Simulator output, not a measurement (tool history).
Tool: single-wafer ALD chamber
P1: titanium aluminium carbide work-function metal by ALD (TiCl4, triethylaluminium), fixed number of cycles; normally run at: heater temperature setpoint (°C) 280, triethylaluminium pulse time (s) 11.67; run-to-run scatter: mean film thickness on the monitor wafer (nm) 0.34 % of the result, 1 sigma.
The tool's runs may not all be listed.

run	hour	heater temperature setpoint (°C)	triethylaluminium pulse time (s)	hours since the last thermocouple change	hours since the last triethylaluminium bottle change	mean film thickness on the monitor wafer (nm)
1	6.6	280	11.67	855.6	677.5	1.8946
2	12.0	305	11.67	861.0	682.9	2.1150
# hour 14.5: triethylaluminium bottle replaced
3	18.1	280	11.67	867.1	3.7	1.8920
4	23.0	280	16.81	872.0	8.6	1.9227
5	28.4	280	11.67	877.4	14.0	1.8890
6	35.4	263	11.67	884.4	21.0	1.7388
7	39.4	280	11.67	888.4	25.0	1.8901
8	46.7	280	6.50	895.7	32.3	1.7140
9	52.1	280	11.67	901.1	37.7	1.8925
10	58.4	262	19.12	907.4	44.0	1.7599
11	63.6	280	11.67	912.6	49.2	1.8909

Forecast run 12:
12	71.1	280	11.67	920.1	56.7	?

Run 12 gave mean film thickness on the monitor wafer (nm) 1.8881.
